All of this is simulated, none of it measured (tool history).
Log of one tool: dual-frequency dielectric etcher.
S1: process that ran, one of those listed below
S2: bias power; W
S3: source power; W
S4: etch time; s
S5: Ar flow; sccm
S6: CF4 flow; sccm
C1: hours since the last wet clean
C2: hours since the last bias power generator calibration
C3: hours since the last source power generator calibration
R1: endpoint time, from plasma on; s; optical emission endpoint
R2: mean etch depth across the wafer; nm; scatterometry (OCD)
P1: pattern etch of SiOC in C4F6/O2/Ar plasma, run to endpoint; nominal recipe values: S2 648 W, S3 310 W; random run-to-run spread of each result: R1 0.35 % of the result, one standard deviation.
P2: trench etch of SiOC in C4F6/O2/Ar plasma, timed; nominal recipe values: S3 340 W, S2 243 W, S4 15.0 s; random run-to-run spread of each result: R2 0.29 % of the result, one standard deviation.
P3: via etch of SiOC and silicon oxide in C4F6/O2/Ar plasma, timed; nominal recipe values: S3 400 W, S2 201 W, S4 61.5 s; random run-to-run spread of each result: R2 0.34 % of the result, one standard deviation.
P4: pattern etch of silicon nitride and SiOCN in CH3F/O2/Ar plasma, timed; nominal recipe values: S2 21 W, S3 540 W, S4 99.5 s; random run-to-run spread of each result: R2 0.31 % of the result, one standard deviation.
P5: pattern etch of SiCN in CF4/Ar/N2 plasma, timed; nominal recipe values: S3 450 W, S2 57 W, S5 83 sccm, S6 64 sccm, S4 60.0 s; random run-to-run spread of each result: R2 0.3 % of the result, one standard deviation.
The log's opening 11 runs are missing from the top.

run   hour  S1   S2   S3     S4   S5  S6     C1      C2      C3       R1      R2
 12   49.0  P5   39  450   60.0   83  64  322.5  1693.9  1797.8           44.045
 13   54.4  P5   57  560   60.0   83  64  327.9  1699.3  1803.2           59.995
 14   61.1  P3  201  480   61.5           334.6  1706.0  1809.9           77.052
 15   67.7  P3  201  400   61.5           341.2  1712.6  1816.5           72.044
 16   73.9  P4   21  540  136.0           347.4  1718.8  1822.7           19.422
 17   80.8  P1  385  310                  354.3  1725.7  1829.6  12.5460
 18   85.4  P3  279  400   61.5           358.9  1730.3  1834.2           80.160
 19   91.0  P4   16  540   99.5           364.5  1735.9  1839.8           12.748
 20   96.9  P5   57  450   60.0  103  64  370.4  1741.8  1845.7           47.680
 21  103.8  P1  648  310                  377.3  1748.7  1852.6  10.1930
 22  109.9  P1  648  310                  383.4  1754.8  1858.7  10.2370
 23  114.7  P3  201  400   45.5           388.2  1759.6  1863.5           52.944
 24  120.7  P1  754  230                  394.2  1765.6  1869.5  10.6900
 25  126.0  P2  143  340   15.0           399.5  1770.9  1874.8           26.375
 26  129.1  P4   21  430   99.5           402.6  1774.0  1877.9           13.272
 27  133.0  P5   57  450   77.0   83  64  406.5  1777.9  1881.8           63.317
 28  137.5  P2  243  340   21.5           411.0  1782.4  1886.3           44.806
 29  144.0  P4   21  540   99.5           417.5  1788.9  1892.8           14.215
 30  149.7  P5   57  450   60.0   83  78  423.2  1794.6  1898.5           50.848
 31  154.5  P4   21  540   99.5           428.0  1799.4  1903.3           14.257
 32  158.7  P1  648  310                  432.2  1803.6  1907.5  10.2000
 33  162.4  P1  648  310                  435.9  1807.3  1911.2  10.1050
 34  167.4  P1  648  310                  440.9  1812.3  1916.2  10.0300

Run 35, settings as shown, results not yet in. Your forecast:
 35  171.9  P1  648  310              445.4  1816.8  1920.7   ?

R1: 10.0140 s

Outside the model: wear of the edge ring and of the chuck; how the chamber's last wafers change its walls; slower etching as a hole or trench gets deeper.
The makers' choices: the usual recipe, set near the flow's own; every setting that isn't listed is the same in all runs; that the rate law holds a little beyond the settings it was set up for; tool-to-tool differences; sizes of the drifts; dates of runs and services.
